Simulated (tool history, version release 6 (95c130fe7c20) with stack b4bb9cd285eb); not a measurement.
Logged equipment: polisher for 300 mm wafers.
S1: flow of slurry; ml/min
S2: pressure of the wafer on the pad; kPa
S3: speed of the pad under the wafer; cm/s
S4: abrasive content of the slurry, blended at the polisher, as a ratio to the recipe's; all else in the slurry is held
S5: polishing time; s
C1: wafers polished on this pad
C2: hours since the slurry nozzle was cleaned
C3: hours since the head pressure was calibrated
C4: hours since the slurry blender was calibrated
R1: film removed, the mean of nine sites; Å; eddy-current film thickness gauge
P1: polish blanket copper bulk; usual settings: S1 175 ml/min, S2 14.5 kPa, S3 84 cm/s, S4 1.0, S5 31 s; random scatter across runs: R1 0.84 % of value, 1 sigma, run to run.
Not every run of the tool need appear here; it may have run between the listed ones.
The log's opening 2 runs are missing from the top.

run 3 hour=32.7 | S1=215 S2=14.5 S3=84 S4=1.4 S5=31 | C1=821 C2=387.4 C3=165.5 C4=50.3 | R1=2079.80
run 4 hour=50.1 | S1=175 S2=14.5 S3=84 S4=1.0 S5=16 | C1=1027 C2=404.8 C3=182.9 C4=67.7 | R1=1000.40
run 5 hour=62.1 | S1=105 S2=14.5 S3=84 S4=1.0 S5=31 | C1=1169 C2=416.8 C3=194.9 C4=79.7 | R1=1711.50
run 6 hour=74.4 | S1=175 S2=6.9 S3=84 S4=1.0 S5=31 | C1=1315 C2=429.1 C3=207.2 C4=92.0 | R1=904.59
run 7 hour=85.1 | S1=175 S2=14.5 S3=84 S4=1.0 S5=31 | C1=1442 C2=439.8 C3=217.9 C4=102.7 | R1=1891.30
run 8 hour=94.0 | S1=175 S2=14.5 S3=84 S4=1.0 S5=31 | C1=1547 C2=448.7 C3=226.8 C4=111.6 | R1=1893.60
run 9 hour=104.6 | S1=175 S2=18.6 S3=84 S4=1.0 S5=31 | C1=1672 C2=459.3 C3=237.4 C4=122.2 | R1=2377.40
run 10 hour=114.1 | S1=175 S2=14.5 S3=84 S4=1.0 S5=40 | C1=1785 C2=468.8 C3=246.9 C4=131.7 | R1=2447.70
run 11 hour=121.8 | S1=175 S2=14.5 S3=84 S4=1.3 S5=31 | C1=1876 C2=476.5 C3=254.6 C4=139.4 | R1=2003.30
run 12 hour=136.2 | S1=175 S2=14.5 S3=38 S4=1.0 S5=31 | C1=2046 C2=490.9 C3=269.0 C4=153.8 | R1=866.97
-- hour=144.8 slurry blender recalibrated
run 13 hour=150.4 | S1=105 S2=14.5 S3=84 S4=1.0 S5=18 | C1=2215 C2=505.1 C3=283.2 C4=5.7 | R1=994.15
run 14 hour=165.5 | S1=175 S2=14.5 S3=84 S4=1.3 S5=14 | C1=2393 C2=520.2 C3=298.3 C4=20.8 | R1=897.56
run 15 hour=176.8 | S1=175 S2=14.5 S3=84 S4=1.0 S5=31 | C1=2527 C2=531.5 C3=309.6 C4=32.1 | R1=1853.00

Run 16 is up next; what results do you expect?
run 16 hour=186.4 | S1=175 S2=14.5 S3=124 S4=1.0 S5=31 | C1=2641 C2=541.1 C3=319.2 C4=41.7 | R1=?

Run 16 gave R1 2783.80 Å.

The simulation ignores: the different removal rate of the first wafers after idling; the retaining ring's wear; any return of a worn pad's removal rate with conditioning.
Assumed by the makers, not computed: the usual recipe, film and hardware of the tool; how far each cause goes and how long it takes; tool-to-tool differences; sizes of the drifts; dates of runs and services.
